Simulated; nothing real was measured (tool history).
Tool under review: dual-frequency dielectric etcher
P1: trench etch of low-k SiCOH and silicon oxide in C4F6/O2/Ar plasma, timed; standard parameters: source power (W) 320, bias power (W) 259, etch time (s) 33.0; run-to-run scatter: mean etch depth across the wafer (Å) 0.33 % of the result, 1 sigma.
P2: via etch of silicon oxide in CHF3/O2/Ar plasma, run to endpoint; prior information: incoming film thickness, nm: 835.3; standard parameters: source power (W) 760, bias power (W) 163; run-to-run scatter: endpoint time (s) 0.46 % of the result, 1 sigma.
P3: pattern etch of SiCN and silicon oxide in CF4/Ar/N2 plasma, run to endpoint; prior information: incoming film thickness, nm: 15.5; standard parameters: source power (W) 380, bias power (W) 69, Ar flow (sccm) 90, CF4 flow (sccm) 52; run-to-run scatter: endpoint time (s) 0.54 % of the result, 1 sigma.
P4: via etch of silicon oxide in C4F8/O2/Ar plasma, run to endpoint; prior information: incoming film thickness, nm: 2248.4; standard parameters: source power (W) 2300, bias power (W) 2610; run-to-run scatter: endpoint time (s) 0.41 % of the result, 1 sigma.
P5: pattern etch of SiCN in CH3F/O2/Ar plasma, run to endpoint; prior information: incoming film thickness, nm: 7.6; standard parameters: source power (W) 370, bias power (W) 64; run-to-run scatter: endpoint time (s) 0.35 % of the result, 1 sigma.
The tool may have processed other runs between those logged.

run	day	process that ran	source power (W)	bias power (W)	etch time (s)	Ar flow (sccm)	CF4 flow (sccm)	hours since the last wet clean	hours since the last source power generator calibration	hours since the last bias power generator calibration	mean etch depth across the wafer (Å)	endpoint time (s)
1	0.554	P1	320	259	33.0			356.5	2704.9	1705.8	1036.80	
2	1.012	P3	380	69		90	31	367.5	2715.9	1716.8		23.793
3	1.304	P1	320	259	33.0			374.5	2722.9	1723.8	1037.70	
4	1.708	P4	2300	3690				384.2	2732.6	1733.5		342.920
5	2.171	P1	320	259	33.0			395.3	2743.7	1744.6	1038.30	
6	2.788	P1	200	196	33.0			410.1	2758.5	1759.4	789.70	
7	3.112	P4	1560	2610				417.9	2766.3	1767.2		445.190
8	3.512	P5	370	64				427.5	2775.9	1776.8		21.303
9	3.879	P1	220	318	33.0			436.3	2784.7	1785.6	973.26	
10	4.221	P2	760	163				444.5	2792.9	1793.8		392.000
11	4.858	P3	380	44		90	52	459.8	2808.2	1809.1		25.207
12	5.229	P2	760	163				468.7	2817.1	1818.0		394.240
13	5.871	P1	320	259	33.0			484.1	2832.5	1833.4	1035.10	
14	6.296	P3	380	69		90	52	494.3	2842.7	1843.6		21.777
15	6.692	P1	320	259	40.5			503.8	2852.2	1853.1	1275.00	
16	7.312	P1	320	259	33.0			518.7	2867.1	1868.0	1043.80	
17	7.792	P1	320	339	33.0			530.2	2878.6	1879.5	1145.80	
18	8.392	P5	370	51				544.6	2893.0	1893.9		23.079
# day 8.517: wet clean of the chamber
19	8.796	P1	420	259	18.0			6.8	2902.7	1903.6	631.83	
20	9.346	P3	380	69		122	52	20.0	2915.9	1916.8		22.765
21	9.904	P2	760	97				33.4	2929.3	1930.2		458.880
22	10.300	P4	2300	2610				42.9	2938.8	1939.7		382.180
23	10.917	P2	1050	163				57.7	2953.6	1954.5		346.590
24	11.308	P1	320	259	22.5			67.1	2963.0	1963.9	708.43	
25	11.712	P1	410	259	33.0			76.8	2972.7	1973.6	1140.60	
26	12.121	P3	380	69		90	52	86.6	2982.5	1983.4		21.870
27	12.479	P1	320	171	33.0			95.2	2991.1	1992.0	904.82	
28	13.008	P3	220	69		90	52	107.9	3003.8	2004.7		35.495
29	13.292	P1	210	259	33.0			114.7	3010.6	2011.5	890.25	
30	13.829	P1	320	259	33.0			127.6	3023.5	2024.4	1041.00	
31	14.262	P5	490	64				138.0	3033.9	2034.8		19.070
32	14.546	P1	320	259	33.0			144.8	3040.7	2041.6	1040.30	
33	15.042	P1	320	259	33.0			156.7	3052.6	2053.5	1036.50	
34	15.558	P1	320	259	33.0			169.1	3065.0	2065.9	1032.90	
35	16.062	P1	320	259	33.0			181.2	3077.1	2078.0	1026.80	
# day 16.183: wet clean of the chamber
36	16.558	P1	320	259	33.0			9.1	3089.0	2089.9	1025.90	
37	17.133	P1	320	259	33.0			22.9	3102.8	2103.7	1027.30	
38	17.704	P1	320	259	33.0			36.6	3116.5	2117.4	1028.60	
39	17.996	P1	320	259	33.0			43.6	3123.5	2124.4	1023.20	

P1 has crept away from where it was. The log is fitted equally well by each of these 2 causes, at the sizes shown:
A: source power that arrives under what is set, % = 4.22
B: bias power that arrives under what is set, % = 4.65
Creep in the process output first set in at about day 15.042.
Ruled out, with reasons:
chamber walls in a state that lowers the etch rate, %: its service at day 16.183 followed the start of the drift and did not put the process back to its old value

Which of the 4 check runs listed below, each an average over 5 wafers with its results shown as question marks, gives clearly different results under the different listed causes?
check 1	18.288	P3	380	55		90	31					?
check 2	18.288	P5	450	51								?
check 3	18.288	P2	760	111								?
check 4	18.288	P4	2300	3464								?

What each check would give under each cause:
check	result	if A	if B
check 1	endpoint time (s)	26.805	26.263
check 2	endpoint time (s)	21.655	21.624
check 3	endpoint time (s)	449.670	448.270
check 4	endpoint time (s)	356.390	355.770
Per check, the gap between the least separated pair of causes, taken in the result that splits them most: check 1 2.04 %; check 2 0.14 %; check 3 0.31 %; check 4 0.17 %
Only check 1 tells the causes apart: in the others they would give nearly the same result.

Then check 1 was run and gave: endpoint time (s) 26.390. Which cause is it?

The cause is B: bias power that arrives under what is set, %.

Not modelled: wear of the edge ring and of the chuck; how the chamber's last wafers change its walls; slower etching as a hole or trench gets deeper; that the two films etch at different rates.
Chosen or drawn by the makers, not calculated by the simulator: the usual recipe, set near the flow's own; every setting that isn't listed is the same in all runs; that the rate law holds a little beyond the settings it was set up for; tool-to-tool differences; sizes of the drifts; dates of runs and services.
